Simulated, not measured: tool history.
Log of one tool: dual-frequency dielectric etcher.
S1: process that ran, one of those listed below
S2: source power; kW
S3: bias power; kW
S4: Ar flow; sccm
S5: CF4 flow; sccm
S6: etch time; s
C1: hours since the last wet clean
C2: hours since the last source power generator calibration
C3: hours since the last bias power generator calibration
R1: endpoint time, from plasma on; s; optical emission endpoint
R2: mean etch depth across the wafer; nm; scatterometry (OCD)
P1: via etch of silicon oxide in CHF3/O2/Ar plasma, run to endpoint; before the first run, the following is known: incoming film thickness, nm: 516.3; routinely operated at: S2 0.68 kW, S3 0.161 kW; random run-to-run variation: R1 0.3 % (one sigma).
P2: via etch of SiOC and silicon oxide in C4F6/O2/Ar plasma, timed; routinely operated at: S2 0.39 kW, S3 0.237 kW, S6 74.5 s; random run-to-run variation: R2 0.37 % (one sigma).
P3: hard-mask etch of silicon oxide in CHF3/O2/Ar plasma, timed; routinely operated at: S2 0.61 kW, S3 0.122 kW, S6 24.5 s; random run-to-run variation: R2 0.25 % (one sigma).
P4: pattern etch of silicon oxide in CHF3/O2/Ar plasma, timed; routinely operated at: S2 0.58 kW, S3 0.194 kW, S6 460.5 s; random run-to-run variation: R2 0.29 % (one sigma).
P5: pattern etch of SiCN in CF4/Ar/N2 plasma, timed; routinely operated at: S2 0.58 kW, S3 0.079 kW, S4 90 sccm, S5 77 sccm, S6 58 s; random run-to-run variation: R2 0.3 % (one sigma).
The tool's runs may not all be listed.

run	hour	S1	S2	S3	S4	S5	S6	C1	C2	C3	R1	R2
1	12	P1	0.68	0.161				125.8	1973.4	1529.5	256.68	
2	24	P5	0.79	0.079	90	77	58	137.8	1985.4	1541.5		87.302
3	31.1	P4	0.58	0.194			265.5	144.9	1992.5	1548.6		521.89
4	41.1	P4	0.81	0.194			460.5	154.9	2002.5	1558.6		1025.9
5	54.4	P1	0.68	0.161				168.2	2015.8	1571.9	256.48	
6	63	P5	0.58	0.079	90	77	58	176.8	2024.4	1580.5		66.513
7	74.3	P5	0.58	0.079	90	99	58	188.1	2035.7	1591.8		68.7
8	81.4	P3	0.41	0.122			24.5	195.2	2042.8	1598.9		38.32
9	97.4	P1	0.68	0.161				211.2	2058.8	1614.9	257.08	
10	113.6	P1	0.85	0.161				227.4	2075	1631.1	235.29	
11	128.3	P2	0.39	0.237			74.5	242.1	2089.7	1645.8		90.573
12	144.1	P1	0.68	0.202				257.9	2105.5	1661.6	237.11	
13	152.3	P1	0.68	0.161				266.1	2113.7	1669.8	257.33	
14	163.7	P1	0.68	0.161				277.5	2125.1	1681.2	257.47	
15	176.2	P5	0.58	0.046	90	77	58	290	2137.6	1693.7		55.9
16	191.6	P1	0.47	0.161				305.4	2153	1709.1	297.01	
17	207.7	P1	0.46	0.22				321.5	2169.1	1725.2	267.05	
18	215.8	P5	0.58	0.079	90	77	58	329.6	2177.2	1733.3		66.126
19	229.9	P4	0.58	0.194			460.5	343.7	2191.3	1747.4		902.76
20	242.7	P2	0.39	0.237			74.5	356.5	2204.1	1760.2		90.193
# hour 248.9: source power generator calibrated
21	254.5	P1	0.68	0.161				368.3	5.7	1772	255.89	
22	267.6	P3	0.61	0.122			24.5	381.4	18.8	1785.1		44.686
23	280.5	P4	0.58	0.244			460.5	394.3	31.7	1798		982.44
24	295.4	P2	0.39	0.325			74.5	409.2	46.6	1812.9		100.99
25	306.4	P5	0.58	0.079	90	77	44.5	420.2	57.6	1823.9		50.794
26	316.3	P2	0.39	0.237			112	430.1	67.5	1833.8		135.68
27	332.3	P1	0.68	0.127				446.1	83.5	1849.8	277.17	
28	347	P3	0.61	0.122			17	460.8	98.2	1864.5		31.005
29	354.4	P1	0.46	0.126				468.2	105.6	1871.9	322.89	
30	366.3	P5	0.58	0.079	69	77	58	480.1	117.5	1883.8		68.543
31	373.5	P2	0.46	0.237			74.5	487.3	124.7	1891		96.37
32	386.1	P1	0.68	0.161				499.9	137.3	1903.6	256.98	
33	396.1	P3	0.61	0.166			24.5	509.9	147.3	1913.6		49.318
34	411.4	P1	0.68	0.161				525.2	162.6	1928.9	256.24	
35	421.9	P1	0.68	0.161				535.7	173.1	1939.4	258.02	
36	437.8	P1	0.68	0.161				551.6	189	1955.3	258.12	
37	453.8	P1	0.68	0.161				567.6	205	1971.3	259.06	
# hour 462: wet clean of the chamber
38	466.1	P1	0.68	0.161				4.1	217.3	1983.6	259.26	
39	482.1	P1	0.68	0.161				20.1	233.3	1999.6	261.01	
40	497.4	P1	0.68	0.161				35.4	248.6	2014.9	259.65	
41	511.2	P1	0.68	0.161				49.2	262.4	2028.7	258.73	
42	526.4	P1	0.68	0.161				64.4	277.6	2043.9	259.89	
43	541	P1	0.68	0.161				79	292.2	2058.5	259.62	

Something has made what P1 gives creep away from where it was; the 2 causes below, each at its own stated size, fit the log equally well:
A: source power that arrives under what is set, % = 3.84
B: bias power that arrives under what is set, % = 4.56
Onset of the creep was near hour 411.4.
What rules out each remaining cause:
chamber walls in a state that lowers the etch rate, %: serviced at hour 462, which brought nothing back

Which of the 4 check runs listed below, each an average over 2 wafers with its results shown as question marks, gives clearly different results under the different listed causes?
check 1	555.6	P5	0.68	0.057	90	77	58					?
check 2	555.6	P4	0.68	0.194			460.5					?
check 3	555.6	P3	0.52	0.147			24.5					?
check 4	555.6	P2	0.39	0.293			74.5					?

What every check run would give for each of its results, assuming each possible cause in turn:
check	result	if A	if B
check 1	R2	66.449	67.834
check 2	R2	949.79	949.06
check 3	R2	43.791	43.79
check 4	R2	96.267	96.106
Per check, the gap between the least separated pair of causes, taken in the result that splits them most: check 1 2.06 %; check 2 0.08 %; check 3 0 %; check 4 0.17 %
Of the check runs offered, only check 1 discriminates between the causes; the rest would read about the same regardless of which cause applies.

Then check 1 was run and gave: R2 66.553 nm. Which cause is it?

It is A: source power that arrives under what is set, %.
